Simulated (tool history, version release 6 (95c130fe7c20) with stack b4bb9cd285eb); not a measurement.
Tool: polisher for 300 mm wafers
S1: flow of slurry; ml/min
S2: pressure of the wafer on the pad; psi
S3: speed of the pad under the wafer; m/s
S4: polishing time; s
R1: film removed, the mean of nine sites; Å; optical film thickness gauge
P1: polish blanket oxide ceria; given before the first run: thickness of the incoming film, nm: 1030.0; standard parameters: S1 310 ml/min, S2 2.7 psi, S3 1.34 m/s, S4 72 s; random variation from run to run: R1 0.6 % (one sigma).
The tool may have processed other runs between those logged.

| run | day | S1 | S2 | S3 | S4 | R1 |
|---|---|---|---|---|---|---|
| 1 | 0.242 | 310 | 2.7 | 1.34 | 72 | 3303.2 |
| 2 | 0.458 | 310 | 2.7 | 1.34 | 72 | 3270.8 |
| 3 | 0.608 | 310 | 2.7 | 1.34 | 72 | 3293.5 |
| 4 | 0.762 | 310 | 2.7 | 0.78 | 72 | 1930.1 |
| 5 | 0.962 | 310 | 2.7 | 1.88 | 72 | 4650.2 |
| 6 | 1.217 | 185 | 2.7 | 1.34 | 72 | 3104 |
| 7 | 1.425 | 310 | 2.7 | 1.34 | 72 | 3274.4 |
| 8 | 1.646 | 475 | 2.7 | 1.34 | 72 | 3375.2 |
| 9 | 1.862 | 310 | 1.5 | 1.34 | 43 | 1098.7 |
| 10 | 1.988 | 310 | 2.7 | 1.34 | 72 | 3270 |
| 11 | 2.125 | 310 | 2.7 | 1.34 | 72 | 3308.6 |
| 12 | 2.308 | 310 | 1.3 | 1.34 | 72 | 1584.8 |
| 13 | 2.554 | 310 | 2.7 | 1.34 | 112 | 5094.2 |
| 14 | 2.817 | 310 | 4.2 | 1.34 | 72 | 5048.9 |
| 15 | 2.992 | 310 | 2.7 | 1.34 | 41 | 1858.3 |
| 16 | 3.225 | 310 | 2.7 | 1.34 | 72 | 3307.5 |
| 17 | 3.404 | 310 | 2.7 | 1.34 | 72 | 3262.7 |
| 18 | 3.625 | 310 | 2.7 | 1.34 | 72 | 3199.2 |
| 19 | 3.875 | 310 | 2.7 | 1.34 | 72 | 3175.3 |
|  | 4.108 | head pressure recalibrated |
| 20 | 4.146 | 310 | 2.7 | 1.34 | 72 | 3177.4 |
| 21 | 4.304 | 310 | 2.7 | 1.34 | 72 | 3142.8 |
| 22 | 4.521 | 310 | 2.7 | 1.34 | 72 | 3160.1 |
| 23 | 4.671 | 310 | 2.7 | 1.34 | 72 | 3109.4 |
| 24 | 4.8 | 310 | 2.7 | 1.34 | 72 | 3148.1 |

What will run 25 give?
| 25 | 4.983 | 310 | 2.7 | 1.34 | 72 | ? |

Run 25 produced R1 3117.8 Å.

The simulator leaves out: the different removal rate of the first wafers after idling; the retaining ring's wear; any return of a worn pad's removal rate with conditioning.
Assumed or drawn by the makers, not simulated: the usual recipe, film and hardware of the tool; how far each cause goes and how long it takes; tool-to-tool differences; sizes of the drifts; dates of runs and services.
